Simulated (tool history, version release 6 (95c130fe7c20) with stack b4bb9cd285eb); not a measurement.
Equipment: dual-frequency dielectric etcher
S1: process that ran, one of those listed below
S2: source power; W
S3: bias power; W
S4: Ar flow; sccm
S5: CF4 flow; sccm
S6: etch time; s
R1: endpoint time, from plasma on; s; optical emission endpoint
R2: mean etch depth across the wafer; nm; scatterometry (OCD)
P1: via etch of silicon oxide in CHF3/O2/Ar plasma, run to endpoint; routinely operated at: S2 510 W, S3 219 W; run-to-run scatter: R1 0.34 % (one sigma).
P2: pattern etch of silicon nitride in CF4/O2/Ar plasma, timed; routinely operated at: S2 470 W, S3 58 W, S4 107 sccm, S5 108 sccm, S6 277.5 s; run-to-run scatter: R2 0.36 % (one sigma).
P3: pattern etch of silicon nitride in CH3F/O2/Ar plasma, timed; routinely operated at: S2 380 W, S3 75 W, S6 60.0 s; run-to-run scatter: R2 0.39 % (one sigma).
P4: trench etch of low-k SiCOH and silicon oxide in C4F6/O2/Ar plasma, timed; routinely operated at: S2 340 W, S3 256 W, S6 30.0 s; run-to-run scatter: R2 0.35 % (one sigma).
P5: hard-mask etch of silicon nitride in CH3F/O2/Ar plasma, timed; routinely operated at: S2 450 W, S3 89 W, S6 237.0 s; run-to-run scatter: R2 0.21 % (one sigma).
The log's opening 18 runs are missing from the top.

{"run": 19, "hour": 175.6, "S1": "P1", "S2": 510, "S3": 272, "R1": 211.31}
{"run": 20, "hour": 185.6, "S1": "P4", "S2": 470, "S3": 256, "S6": 30.0, "R2": 113.08}
{"run": 21, "hour": 191.4, "S1": "P1", "S2": 290, "S3": 219, "R1": 282.55}
{"run": 22, "hour": 201.7, "S1": "P1", "S2": 680, "S3": 175, "R1": 221.72}
{"run": 23, "hour": 210.3, "S1": "P4", "S2": 340, "S3": 333, "S6": 30.0, "R2": 109.79}
{"run": 24, "hour": 219.1, "S1": "P1", "S2": 510, "S3": 219, "R1": 229.78}
{"run": 25, "hour": 226.7, "S1": "P1", "S2": 680, "S3": 134, "R1": 242.94}
{"run": 26, "hour": 235.3, "S1": "P1", "S2": 340, "S3": 291, "R1": 239.58}
{"run": 27, "hour": 242.0, "S1": "P5", "S2": 450, "S3": 124, "S6": 237.0, "R2": 212.56}
{"run": 28, "hour": 254.4, "S1": "P4", "S2": 340, "S3": 256, "S6": 30.0, "R2": 99.649}
{"run": 29, "hour": 261.8, "S1": "P2", "S2": 470, "S3": 46, "S4": 107, "S5": 108, "S6": 277.5, "R2": 492.96}
{"run": 30, "hour": 271.4, "S1": "P2", "S2": 470, "S3": 58, "S4": 107, "S5": 108, "S6": 277.5, "R2": 536.8}
{"run": 31, "hour": 280.8, "S1": "P2", "S2": 470, "S3": 58, "S4": 107, "S5": 108, "S6": 390.0, "R2": 755.02}
{"run": 32, "hour": 292.3, "S1": "P1", "S2": 510, "S3": 219, "R1": 229.55}
{"run": 33, "hour": 298.7, "S1": "P2", "S2": 290, "S3": 58, "S4": 107, "S5": 108, "S6": 277.5, "R2": 352.22}
{"run": 34, "hour": 308.6, "S1": "P1", "S2": 510, "S3": 219, "R1": 228.96}
{"run": 35, "hour": 318.1, "S1": "P1", "S2": 510, "S3": 219, "R1": 229.69}
{"run": 36, "hour": 327.0, "S1": "P1", "S2": 510, "S3": 219, "R1": 233.05}
{"run": 37, "hour": 335.0, "S1": "P1", "S2": 510, "S3": 219, "R1": 232.6}
{"run": 38, "hour": 344.4, "S1": "P1", "S2": 510, "S3": 219, "R1": 233.13}
{"run": 39, "hour": 351.4, "S1": "P1", "S2": 510, "S3": 219, "R1": 233.8}
{"run": 40, "hour": 361.8, "S1": "P1", "S2": 510, "S3": 219, "R1": 233.64}
{"run": 41, "hour": 370.8, "S1": "P1", "S2": 510, "S3": 219, "R1": 234.27}
{"run": 42, "hour": 377.9, "S1": "P1", "S2": 510, "S3": 219, "R1": 233.17}
{"hour": 378.2, "done": "wet clean of the chamber"}
{"run": 43, "hour": 384.3, "S1": "P1", "S2": 510, "S3": 219, "R1": 233.32}

Predict the results of run 44:
{"run": 44, "hour": 393.0, "S1": "P1", "S2": 510, "S3": 219, "R1": "?"}

{"run 44": {"R1": 233.18}}
